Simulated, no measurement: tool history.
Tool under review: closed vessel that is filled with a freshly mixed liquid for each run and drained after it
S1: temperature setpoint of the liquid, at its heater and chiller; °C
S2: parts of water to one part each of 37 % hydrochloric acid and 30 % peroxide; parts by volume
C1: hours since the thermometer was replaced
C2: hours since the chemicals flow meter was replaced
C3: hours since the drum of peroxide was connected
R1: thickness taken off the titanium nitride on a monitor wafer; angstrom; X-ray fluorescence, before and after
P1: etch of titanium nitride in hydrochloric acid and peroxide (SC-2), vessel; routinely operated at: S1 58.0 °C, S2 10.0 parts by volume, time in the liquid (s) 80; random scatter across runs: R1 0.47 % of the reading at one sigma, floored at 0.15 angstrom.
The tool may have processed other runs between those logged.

run 1 hour=4.1 | S1=58.0 S2=10.0 time_in_the_liquid_(s)=80 | C1=202.5 C2=155.3 C3=226.9 | R1=45.293
run 2 hour=9.0 | S1=58.0 S2=4.0 time_in_the_liquid_(s)=80 | C1=207.4 C2=160.2 C3=231.8 | R1=90.522
run 3 hour=12.4 | S1=70.5 S2=10.0 time_in_the_liquid_(s)=80 | C1=210.8 C2=163.6 C3=235.2 | R1=97.565
run 4 hour=18.2 | S1=58.0 S2=10.0 time_in_the_liquid_(s)=80 | C1=216.6 C2=169.4 C3=241.0 | R1=45.527
run 5 hour=22.9 | S1=58.0 S2=10.0 time_in_the_liquid_(s)=80 | C1=221.3 C2=174.1 C3=245.7 | R1=45.614
run 6 hour=28.5 | S1=58.0 S2=10.0 time_in_the_liquid_(s)=140 | C1=226.9 C2=179.7 C3=251.3 | R1=79.569
run 7 hour=33.3 | S1=58.0 S2=10.0 time_in_the_liquid_(s)=80 | C1=231.7 C2=184.5 C3=256.1 | R1=45.595
run 8 hour=38.6 | S1=44.5 S2=10.0 time_in_the_liquid_(s)=80 | C1=237.0 C2=189.8 C3=261.4 | R1=18.891
run 9 hour=44.2 | S1=58.0 S2=10.0 time_in_the_liquid_(s)=30 | C1=242.6 C2=195.4 C3=267.0 | R1=17.154
run 10 hour=48.5 | S1=58.0 S2=10.0 time_in_the_liquid_(s)=80 | C1=246.9 C2=199.7 C3=271.3 | R1=45.664
run 11 hour=52.2 | S1=70.0 S2=10.0 time_in_the_liquid_(s)=125 | C1=250.6 C2=203.4 C3=275.0 | R1=148.720
run 12 hour=56.3 | S1=58.0 S2=15.5 time_in_the_liquid_(s)=80 | C1=254.7 C2=207.5 C3=279.1 | R1=31.557

What will run 13 give?
run 13 hour=58.9 | S1=58.0 S2=10.0 time_in_the_liquid_(s)=80 | C1=257.3 C2=210.1 C3=281.7 | R1=?

For run 13 the tool returned R1 45.384 angstrom.
